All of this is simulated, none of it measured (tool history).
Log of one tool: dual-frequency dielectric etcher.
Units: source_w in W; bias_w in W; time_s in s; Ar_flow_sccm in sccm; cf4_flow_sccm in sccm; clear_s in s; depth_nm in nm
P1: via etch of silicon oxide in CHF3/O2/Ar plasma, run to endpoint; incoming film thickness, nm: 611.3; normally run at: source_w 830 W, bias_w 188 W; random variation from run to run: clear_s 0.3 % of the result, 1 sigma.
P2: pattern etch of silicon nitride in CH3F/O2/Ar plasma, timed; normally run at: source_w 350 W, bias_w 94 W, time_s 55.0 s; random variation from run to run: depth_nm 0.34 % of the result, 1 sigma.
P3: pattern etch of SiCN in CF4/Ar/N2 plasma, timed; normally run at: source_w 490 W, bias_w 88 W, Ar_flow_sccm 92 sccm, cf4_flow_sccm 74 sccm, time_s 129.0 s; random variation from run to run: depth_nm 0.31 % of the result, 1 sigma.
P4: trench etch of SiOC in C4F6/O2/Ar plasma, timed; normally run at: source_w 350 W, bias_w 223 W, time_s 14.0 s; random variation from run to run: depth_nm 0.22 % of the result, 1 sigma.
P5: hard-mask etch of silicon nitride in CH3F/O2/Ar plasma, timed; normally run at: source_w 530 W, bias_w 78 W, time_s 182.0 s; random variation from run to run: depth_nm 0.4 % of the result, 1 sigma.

run,hour,process,source_w,bias_w,time_s,Ar_flow_sccm,cf4_flow_sccm,hours since the last wet clean,hours since the last source power generator calibration,hours since the last bias power generator calibration,clear_s,depth_nm
1,3.0,P1,830,188,,,,446.9,1856.6,2971.4,271.29,
2,8.0,P1,530,188,,,,451.9,1861.6,2976.4,320.66,
3,12.8,P2,350,128,55.0,,,456.7,1866.4,2981.2,,45.705
4,18.4,P4,350,223,14.0,,,462.3,1872.0,2986.8,,29.824
5,22.9,P5,530,78,182.0,,,466.8,1876.5,2991.3,,146.430
6,26.1,P1,830,188,,,,470.0,1879.7,2994.5,270.91,
7,32.7,P4,350,223,14.0,,,476.6,1886.3,3001.1,,29.771
8,35.7,P5,530,101,182.0,,,479.6,1889.3,3004.1,,162.260
9,42.3,P5,530,78,100.0,,,486.2,1895.9,3010.7,,81.037
10,49.0,P3,490,88,129.0,61,74,492.9,1902.6,3017.4,,135.850
11,55.2,P1,1020,188,,,,499.1,1908.8,3023.6,250.31,
12,60.2,P3,490,88,129.0,92,74,504.1,1913.8,3028.6,,128.990
13,66.1,P1,830,188,,,,510.0,1919.7,3034.5,269.47,
14,69.5,P3,490,124,129.0,92,74,513.4,1923.1,3037.9,,145.740
15,74.1,P2,440,94,55.0,,,518.0,1927.7,3042.5,,43.974
16,78.1,P1,610,144,,,,522.0,1931.7,3046.5,334.16,
17,82.3,P3,490,88,163.0,92,74,526.2,1935.9,3050.7,,162.190
18,86.2,P1,830,188,,,,530.1,1939.8,3054.6,271.08,
19,89.5,P3,610,88,129.0,92,74,533.4,1943.1,3057.9,,156.910
20,95.6,P3,490,88,129.0,92,104,539.5,1949.2,3064.0,,134.660
21,101.8,P5,530,78,182.0,,,545.7,1955.4,3070.2,,146.090
22,106.1,P1,830,244,,,,550.0,1959.7,3074.5,247.62,
23,112.4,P2,350,94,34.5,,,556.3,1966.0,3080.8,,25.375
24,118.3,P1,830,188,,,,562.2,1971.9,3086.7,269.42,
25,123.4,P4,350,223,17.5,,,567.3,1977.0,3091.8,,37.333
26,127.9,P4,350,175,14.0,,,571.8,1981.5,3096.3,,27.508
27,132.4,P1,830,147,,,,576.3,1986.0,3100.8,293.58,
28,138.7,P4,450,223,14.0,,,582.6,1992.3,3107.1,,32.857
29,145.2,P5,630,78,182.0,,,589.1,1998.8,3113.6,,156.210
30,150.1,P2,350,94,55.0,,,594.0,2003.7,3118.5,,40.730
31,154.6,P1,830,188,,,,598.5,2008.2,3123.0,270.49,
32,157.8,P1,830,188,,,,601.7,2011.4,3126.2,272.25,
33,160.7,P1,830,188,,,,604.6,2014.3,3129.1,273.83,
# hour 163.2: wet clean of the chamber
34,165.7,P1,830,188,,,,2.5,2019.3,3134.1,273.56,
35,170.0,P1,830,188,,,,6.8,2023.6,3138.4,273.29,

The next listed run, before its measurement:
36,174.8,P1,830,188,,,,11.6,2028.4,3143.2,?,

{"run 36": {"clear_s": 274.3}}
